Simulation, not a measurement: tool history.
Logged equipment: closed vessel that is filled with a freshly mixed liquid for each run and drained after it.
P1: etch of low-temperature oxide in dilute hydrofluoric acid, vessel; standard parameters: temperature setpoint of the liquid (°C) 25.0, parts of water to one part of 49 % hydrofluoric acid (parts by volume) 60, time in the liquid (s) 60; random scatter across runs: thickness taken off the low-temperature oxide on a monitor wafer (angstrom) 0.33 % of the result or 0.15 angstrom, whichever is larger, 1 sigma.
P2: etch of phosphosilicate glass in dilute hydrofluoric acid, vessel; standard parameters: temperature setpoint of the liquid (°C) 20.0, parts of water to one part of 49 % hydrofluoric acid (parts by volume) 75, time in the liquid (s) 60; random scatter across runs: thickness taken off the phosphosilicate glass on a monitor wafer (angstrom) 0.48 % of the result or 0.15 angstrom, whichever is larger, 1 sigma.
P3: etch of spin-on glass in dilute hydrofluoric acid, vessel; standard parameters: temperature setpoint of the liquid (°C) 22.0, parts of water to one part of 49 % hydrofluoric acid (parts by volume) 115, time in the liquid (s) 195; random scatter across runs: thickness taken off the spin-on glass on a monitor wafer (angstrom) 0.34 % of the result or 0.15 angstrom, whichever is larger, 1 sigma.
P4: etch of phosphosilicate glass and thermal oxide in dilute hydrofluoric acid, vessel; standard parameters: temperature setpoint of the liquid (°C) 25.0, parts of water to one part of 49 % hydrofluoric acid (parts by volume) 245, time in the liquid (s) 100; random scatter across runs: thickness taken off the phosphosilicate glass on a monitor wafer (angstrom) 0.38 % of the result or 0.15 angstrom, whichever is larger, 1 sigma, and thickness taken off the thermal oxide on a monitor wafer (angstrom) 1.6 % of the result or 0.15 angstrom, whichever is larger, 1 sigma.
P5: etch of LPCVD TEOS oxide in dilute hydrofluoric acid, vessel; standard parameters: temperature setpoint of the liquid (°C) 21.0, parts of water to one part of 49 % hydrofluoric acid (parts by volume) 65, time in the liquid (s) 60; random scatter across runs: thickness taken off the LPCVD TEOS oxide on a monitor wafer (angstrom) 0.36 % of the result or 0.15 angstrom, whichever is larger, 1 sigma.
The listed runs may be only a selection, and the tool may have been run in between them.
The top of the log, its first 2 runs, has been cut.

run,hour,process that ran,temperature setpoint of the liquid (°C),parts of water to one part of 49 % hydrofluoric acid (parts by volume),time in the liquid (s),hours since the thermometer was replaced,hours since the hydrofluoric acid flow meter was replaced,thickness taken off the low-temperature oxide on a monitor wafer (angstrom),thickness taken off the phosphosilicate glass on a monitor wafer (angstrom),thickness taken off the spin-on glass on a monitor wafer (angstrom),thickness taken off the thermal oxide on a monitor wafer (angstrom),thickness taken off the LPCVD TEOS oxide on a monitor wafer (angstrom)
3,31.8,P2,20.0,125,60,135.2,289.9,,610.750,,,
4,43.1,P3,22.0,115,305,146.5,301.2,,,803.88,,
5,52.2,P1,25.0,60,60,155.6,310.3,282.00,,,,
6,60.0,P1,25.0,20,60,163.4,318.1,893.92,,,,
7,67.4,P1,25.0,60,60,170.8,325.5,282.80,,,,
8,77.9,P4,25.0,245,100,181.3,336.0,,216.090,,16.8260,
9,88.5,P1,25.0,60,100,191.9,346.6,467.85,,,,
10,100.1,P2,17.0,75,60,203.5,358.2,,941.900,,,
11,110.3,P5,21.0,65,105,213.7,368.4,,,,,680.57
12,125.1,P1,25.0,60,60,228.5,383.2,282.90,,,,
13,132.7,P3,17.0,115,195,236.1,390.8,,,421.70,,
14,147.3,P4,25.0,350,100,250.7,405.4,,136.240,,10.5820,
15,161.7,P1,31.0,60,60,265.1,419.8,356.12,,,,
16,176.6,P4,30.5,245,100,280.0,434.7,,258.930,,20.1870,
17,184.5,P1,19.0,60,60,287.9,442.6,219.56,,,,
18,196.7,P4,25.0,245,45,300.1,454.8,,97.428,,7.5822,
19,210.6,P1,19.0,30,60,314.0,468.7,454.54,,,,
20,224.8,P5,21.0,105,60,328.2,482.9,,,,,229.43
21,232.0,P1,25.0,90,60,335.4,490.1,181.05,,,,
22,246.7,P3,22.0,180,195,350.1,504.8,,,305.46,,
23,258.5,P5,21.0,65,60,361.9,516.6,,,,,390.29
24,268.7,P3,22.0,115,195,372.1,526.8,,,513.72,,
25,275.6,P3,22.0,115,195,379.0,533.7,,,513.85,,
26,288.7,P1,25.0,60,30,392.1,546.8,141.25,,,,
27,295.5,P5,28.0,65,60,398.9,553.6,,,,,515.63

The next listed run, before its measurement:
28,310.8,P1,25.0,60,60,414.2,568.9,?,,,,

Logged for run 28: thickness taken off the low-temperature oxide on a monitor wafer (angstrom) 281.78.
